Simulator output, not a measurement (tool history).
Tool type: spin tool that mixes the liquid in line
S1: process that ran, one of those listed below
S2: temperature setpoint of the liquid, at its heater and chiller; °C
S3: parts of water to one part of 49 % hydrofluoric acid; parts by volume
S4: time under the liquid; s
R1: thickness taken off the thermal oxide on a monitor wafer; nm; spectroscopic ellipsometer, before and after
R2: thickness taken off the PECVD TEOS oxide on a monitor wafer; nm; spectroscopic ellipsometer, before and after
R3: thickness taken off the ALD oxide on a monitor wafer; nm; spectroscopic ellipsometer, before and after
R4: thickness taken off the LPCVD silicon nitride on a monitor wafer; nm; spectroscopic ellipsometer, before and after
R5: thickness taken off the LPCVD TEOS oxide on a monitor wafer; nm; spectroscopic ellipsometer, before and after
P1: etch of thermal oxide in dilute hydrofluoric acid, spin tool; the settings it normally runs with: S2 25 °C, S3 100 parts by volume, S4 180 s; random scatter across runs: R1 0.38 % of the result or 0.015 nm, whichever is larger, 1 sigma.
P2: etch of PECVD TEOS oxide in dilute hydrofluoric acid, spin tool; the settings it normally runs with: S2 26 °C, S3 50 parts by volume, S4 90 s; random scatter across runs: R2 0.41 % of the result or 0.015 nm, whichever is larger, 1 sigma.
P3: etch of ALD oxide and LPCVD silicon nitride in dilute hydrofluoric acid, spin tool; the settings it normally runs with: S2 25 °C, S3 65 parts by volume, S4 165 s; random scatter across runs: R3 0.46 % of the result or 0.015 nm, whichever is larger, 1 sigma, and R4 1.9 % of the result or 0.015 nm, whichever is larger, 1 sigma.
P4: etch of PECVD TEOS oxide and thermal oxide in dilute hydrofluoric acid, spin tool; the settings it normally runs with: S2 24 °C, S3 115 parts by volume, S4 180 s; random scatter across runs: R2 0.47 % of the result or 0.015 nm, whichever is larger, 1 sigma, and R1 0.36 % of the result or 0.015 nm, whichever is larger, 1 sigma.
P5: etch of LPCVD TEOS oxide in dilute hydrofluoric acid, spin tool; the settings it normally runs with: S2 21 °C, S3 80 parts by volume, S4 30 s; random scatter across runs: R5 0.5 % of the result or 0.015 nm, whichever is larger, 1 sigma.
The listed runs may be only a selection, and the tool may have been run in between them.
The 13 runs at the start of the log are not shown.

{"run": 14, "day": 5.471, "S1": "P5", "S2": 21, "S3": 80, "S4": 30, "R5": 5.9445}
{"run": 15, "day": 5.771, "S1": "P4", "S2": 24, "S3": 115, "S4": 30, "R1": 1.3299, "R2": 2.1553}
{"run": 16, "day": 6.267, "S1": "P5", "S2": 21, "S3": 140, "S4": 30, "R5": 3.1605}
{"run": 17, "day": 6.496, "S1": "P5", "S2": 21, "S3": 80, "S4": 30, "R5": 5.882}
{"run": 18, "day": 6.888, "S1": "P1", "S2": 25, "S3": 165, "S4": 180, "R1": 5.0157}
{"run": 19, "day": 7.158, "S1": "P5", "S2": 21, "S3": 80, "S4": 15, "R5": 2.9442}
{"run": 20, "day": 7.5, "S1": "P2", "S2": 26, "S3": 75, "S4": 90, "R2": 15.852}
{"run": 21, "day": 7.779, "S1": "P1", "S2": 25, "S3": 100, "S4": 180, "R1": 9.0044}
{"run": 22, "day": 8.033, "S1": "P1", "S2": 31.5, "S3": 100, "S4": 260, "R1": 16.497}
{"run": 23, "day": 8.321, "S1": "P4", "S2": 28.5, "S3": 115, "S4": 180, "R1": 9.1668, "R2": 15.499}
{"run": 24, "day": 8.779, "S1": "P1", "S2": 25, "S3": 100, "S4": 180, "R1": 8.9479}
{"run": 25, "day": 9.046, "S1": "P2", "S2": 26, "S3": 50, "S4": 15, "R2": 4.1185}
{"run": 26, "day": 9.462, "S1": "P1", "S2": 25, "S3": 100, "S4": 285, "R1": 14.026}
{"run": 27, "day": 9.688, "S1": "P1", "S2": 25, "S3": 100, "S4": 180, "R1": 8.9103}
{"run": 28, "day": 10.175, "S1": "P3", "S2": 25, "S3": 65, "S4": 165, "R3": 44.11, "R4": 1.3321}
{"run": 29, "day": 10.612, "S1": "P3", "S2": 25, "S3": 65, "S4": 325, "R3": 86.872, "R4": 2.5812}
{"run": 30, "day": 10.858, "S1": "P1", "S2": 31.5, "S3": 100, "S4": 180, "R1": 11.462}
{"run": 31, "day": 11.362, "S1": "P1", "S2": 25, "S3": 100, "S4": 180, "R1": 8.9201}
{"run": 32, "day": 11.821, "S1": "P1", "S2": 25, "S3": 100, "S4": 180, "R1": 9.2127}
{"run": 33, "day": 12.329, "S1": "P1", "S2": 25, "S3": 100, "S4": 180, "R1": 9.4073}

Predict the results of run 34:
{"run": 34, "day": 12.679, "S1": "P1", "S2": 25, "S3": 100, "S4": 180, "R1": "?"}

Logged for run 34: R1 9.5271 nm.
